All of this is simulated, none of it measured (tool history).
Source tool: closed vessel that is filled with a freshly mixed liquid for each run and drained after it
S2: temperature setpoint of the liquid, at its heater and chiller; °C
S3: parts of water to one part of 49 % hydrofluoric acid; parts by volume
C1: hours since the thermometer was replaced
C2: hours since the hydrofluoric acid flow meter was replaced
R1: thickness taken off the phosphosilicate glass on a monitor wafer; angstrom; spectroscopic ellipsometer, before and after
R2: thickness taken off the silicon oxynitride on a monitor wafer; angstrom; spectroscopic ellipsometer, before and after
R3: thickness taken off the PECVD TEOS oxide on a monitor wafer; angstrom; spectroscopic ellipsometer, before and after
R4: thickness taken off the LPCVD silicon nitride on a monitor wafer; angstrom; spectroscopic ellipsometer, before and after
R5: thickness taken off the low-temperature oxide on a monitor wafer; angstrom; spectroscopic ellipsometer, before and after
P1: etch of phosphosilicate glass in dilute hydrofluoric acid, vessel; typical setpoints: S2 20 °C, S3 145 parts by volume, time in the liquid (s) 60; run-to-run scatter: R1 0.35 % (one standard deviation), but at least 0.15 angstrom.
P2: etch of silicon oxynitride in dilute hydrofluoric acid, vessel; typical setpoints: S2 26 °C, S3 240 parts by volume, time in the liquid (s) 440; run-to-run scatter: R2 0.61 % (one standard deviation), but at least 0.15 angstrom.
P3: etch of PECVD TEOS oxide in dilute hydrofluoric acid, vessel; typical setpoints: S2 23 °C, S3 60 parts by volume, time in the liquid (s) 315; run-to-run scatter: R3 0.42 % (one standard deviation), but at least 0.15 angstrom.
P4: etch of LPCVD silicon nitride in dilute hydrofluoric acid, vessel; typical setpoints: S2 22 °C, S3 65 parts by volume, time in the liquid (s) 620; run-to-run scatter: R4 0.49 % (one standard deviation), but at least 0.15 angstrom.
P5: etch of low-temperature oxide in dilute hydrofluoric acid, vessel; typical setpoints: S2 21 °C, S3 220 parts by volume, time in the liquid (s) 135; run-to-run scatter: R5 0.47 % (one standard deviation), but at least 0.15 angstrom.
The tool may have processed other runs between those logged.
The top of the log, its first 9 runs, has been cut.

Run 10, hour 108.1: process that ran P4, S2 22 °C, S3 65 parts by volume, time in the liquid (s) 620; C1 1158.4; C2 250.1. Result: R4 45.167 angstrom.
Run 11, hour 120.9: process that ran P1, S2 20 °C, S3 240 parts by volume, time in the liquid (s) 105; C1 1171.2; C2 262.9. Result: R1 391.23 angstrom.
Run 12, hour 134.2: process that ran P3, S2 28.5 °C, S3 60 parts by volume, time in the liquid (s) 315; C1 1184.5; C2 276.2. Result: R3 646.87 angstrom.
Run 13, hour 141.9: process that ran P5, S2 21 °C, S3 220 parts by volume, time in the liquid (s) 45; C1 1192.2; C2 283.9. Result: R5 33.137 angstrom.
Run 14, hour 158.1: process that ran P1, S2 20 °C, S3 145 parts by volume, time in the liquid (s) 60; C1 1208.4; C2 300.1. Result: R1 404.7 angstrom.
Run 15, hour 167.4: process that ran P1, S2 25 °C, S3 145 parts by volume, time in the liquid (s) 60; C1 1217.7; C2 309.4. Result: R1 492.93 angstrom.
Run 16, hour 179: process that ran P4, S2 22 °C, S3 65 parts by volume, time in the liquid (s) 30; C1 1229.3; C2 321. Result: R4 2.2326 angstrom.
Run 17, hour 190.3: process that ran P2, S2 26 °C, S3 240 parts by volume, time in the liquid (s) 35; C1 1240.6; C2 332.3. Result: R2 4.2992 angstrom.
Run 18, hour 205.6: process that ran P5, S2 21 °C, S3 220 parts by volume, time in the liquid (s) 135; C1 1255.9; C2 347.6. Result: R5 98.361 angstrom.
Run 19, hour 212.9: process that ran P1, S2 20 °C, S3 35 parts by volume, time in the liquid (s) 60; C1 1263.2; C2 354.9. Result: R1 1897.8 angstrom.
Run 20, hour 228.2: process that ran P5, S2 17 °C, S3 220 parts by volume, time in the liquid (s) 135; C1 1278.5; C2 370.2. Result: R5 85.064 angstrom.

Estimate the outcome of run 21 from the log above:
Run 21, hour 237.3: process that ran P1, S2 20 °C, S3 145 parts by volume, time in the liquid (s) 60; C1 1287.6; C2 379.3. Result: R1 ?.

For run 21 the tool returned R1 406.98 angstrom.

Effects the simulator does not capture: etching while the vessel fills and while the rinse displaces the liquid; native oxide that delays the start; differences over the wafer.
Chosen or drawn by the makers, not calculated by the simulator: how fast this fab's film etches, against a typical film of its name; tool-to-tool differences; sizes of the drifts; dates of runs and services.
